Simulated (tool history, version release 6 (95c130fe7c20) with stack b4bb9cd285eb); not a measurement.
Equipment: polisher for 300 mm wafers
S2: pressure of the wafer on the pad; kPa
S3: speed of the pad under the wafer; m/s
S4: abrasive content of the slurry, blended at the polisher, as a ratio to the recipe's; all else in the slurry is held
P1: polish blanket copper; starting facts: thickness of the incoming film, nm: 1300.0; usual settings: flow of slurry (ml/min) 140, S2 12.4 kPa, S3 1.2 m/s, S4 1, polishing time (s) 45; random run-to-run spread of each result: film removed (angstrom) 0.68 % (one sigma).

Run 1, hour 4.2: flow of slurry (ml/min) 140, S2 12.4 kPa, S3 1.2 m/s, S4 1, polishing time (s) 45. Result: film removed (angstrom) 820.63.
Run 2, hour 7.4: flow of slurry (ml/min) 140, S2 12.4 kPa, S3 1.2 m/s, S4 1, polishing time (s) 45. Result: film removed (angstrom) 828.42.
Run 3, hour 12.7: flow of slurry (ml/min) 140, S2 15.9 kPa, S3 1.2 m/s, S4 1, polishing time (s) 58. Result: film removed (angstrom) 1381.2.
Run 4, hour 16.2: flow of slurry (ml/min) 140, S2 12.4 kPa, S3 1.64 m/s, S4 1, polishing time (s) 45. Result: film removed (angstrom) 1131.9.
Run 5, hour 19.7: flow of slurry (ml/min) 140, S2 12.4 kPa, S3 1.2 m/s, S4 1, polishing time (s) 45. Result: film removed (angstrom) 830.93.
Run 6, hour 24.4: flow of slurry (ml/min) 140, S2 12.4 kPa, S3 1.2 m/s, S4 1, polishing time (s) 45. Result: film removed (angstrom) 827.46.
Run 7, hour 26.9: flow of slurry (ml/min) 140, S2 12.4 kPa, S3 1.2 m/s, S4 1, polishing time (s) 45. Result: film removed (angstrom) 829.39.
Run 8, hour 31.2: flow of slurry (ml/min) 140, S2 12.4 kPa, S3 1.2 m/s, S4 1.3, polishing time (s) 71. Result: film removed (angstrom) 1393.2.
Run 9, hour 34.4: flow of slurry (ml/min) 140, S2 5.5 kPa, S3 1.2 m/s, S4 1, polishing time (s) 45. Result: film removed (angstrom) 367.48.
Run 10, hour 39: flow of slurry (ml/min) 140, S2 12.4 kPa, S3 1.2 m/s, S4 0.75, polishing time (s) 45. Result: film removed (angstrom) 786.47.
Run 11, hour 43.5: flow of slurry (ml/min) 140, S2 12.4 kPa, S3 1.2 m/s, S4 1, polishing time (s) 45. Result: film removed (angstrom) 826.3.
Run 12, hour 48.1: flow of slurry (ml/min) 140, S2 12.4 kPa, S3 1.2 m/s, S4 1, polishing time (s) 69. Result: film removed (angstrom) 1261.3.
Run 13, hour 50.6: flow of slurry (ml/min) 140, S2 16.5 kPa, S3 1.2 m/s, S4 1, polishing time (s) 45. Result: film removed (angstrom) 1106.5.
Run 14, hour 55.8: flow of slurry (ml/min) 220, S2 12.4 kPa, S3 1.2 m/s, S4 1, polishing time (s) 45. Result: film removed (angstrom) 892.71.
Run 15, hour 59.6: flow of slurry (ml/min) 140, S2 12.4 kPa, S3 0.92 m/s, S4 1.4, polishing time (s) 45. Result: film removed (angstrom) 680.2.
Run 16, hour 64.4: flow of slurry (ml/min) 140, S2 12.4 kPa, S3 1.2 m/s, S4 1, polishing time (s) 45. Result: film removed (angstrom) 821.26.
Run 17, hour 66.8: flow of slurry (ml/min) 140, S2 12.4 kPa, S3 1.2 m/s, S4 1, polishing time (s) 20. Result: film removed (angstrom) 369.83.
Run 18, hour 71: flow of slurry (ml/min) 140, S2 12.4 kPa, S3 0.7 m/s, S4 1, polishing time (s) 45. Result: film removed (angstrom) 484.18.
Run 19, hour 76.3: flow of slurry (ml/min) 85, S2 12.4 kPa, S3 1.2 m/s, S4 1, polishing time (s) 45. Result: film removed (angstrom) 741.96.
Run 20, hour 78.7: flow of slurry (ml/min) 140, S2 12.4 kPa, S3 1.2 m/s, S4 1.45, polishing time (s) 45. Result: film removed (angstrom) 896.54.
Run 21, hour 84: flow of slurry (ml/min) 140, S2 12.4 kPa, S3 1.2 m/s, S4 1, polishing time (s) 45. Result: film removed (angstrom) 840.6.
Run 22, hour 89.3: flow of slurry (ml/min) 140, S2 12.4 kPa, S3 1.2 m/s, S4 1, polishing time (s) 45. Result: film removed (angstrom) 790.26.
Run 23, hour 94.6: flow of slurry (ml/min) 140, S2 12.4 kPa, S3 1.2 m/s, S4 1, polishing time (s) 45. Result: film removed (angstrom) 770.12.
Run 24, hour 98: flow of slurry (ml/min) 140, S2 12.4 kPa, S3 1.2 m/s, S4 1, polishing time (s) 45. Result: film removed (angstrom) 769.25.
Run 25, hour 102.1: flow of slurry (ml/min) 140, S2 12.4 kPa, S3 1.2 m/s, S4 1, polishing time (s) 45. Result: film removed (angstrom) 758.55.
Run 26, hour 106.1: flow of slurry (ml/min) 140, S2 12.4 kPa, S3 1.2 m/s, S4 1, polishing time (s) 45. Result: film removed (angstrom) 750.22.
At hour 106.7: worn pad replaced by a new one.
At hour 107.3: slurry blender recalibrated.
Run 27, hour 108.5: flow of slurry (ml/min) 140, S2 12.4 kPa, S3 1.2 m/s, S4 1, polishing time (s) 45. Result: film removed (angstrom) 747.58.

Run 28 is up next; what results do you expect?
Run 28, hour 113.1: flow of slurry (ml/min) 140, S2 12.4 kPa, S3 1.2 m/s, S4 1, polishing time (s) 45. Result: film removed (angstrom) ?.

film removed (angstrom): 744.47

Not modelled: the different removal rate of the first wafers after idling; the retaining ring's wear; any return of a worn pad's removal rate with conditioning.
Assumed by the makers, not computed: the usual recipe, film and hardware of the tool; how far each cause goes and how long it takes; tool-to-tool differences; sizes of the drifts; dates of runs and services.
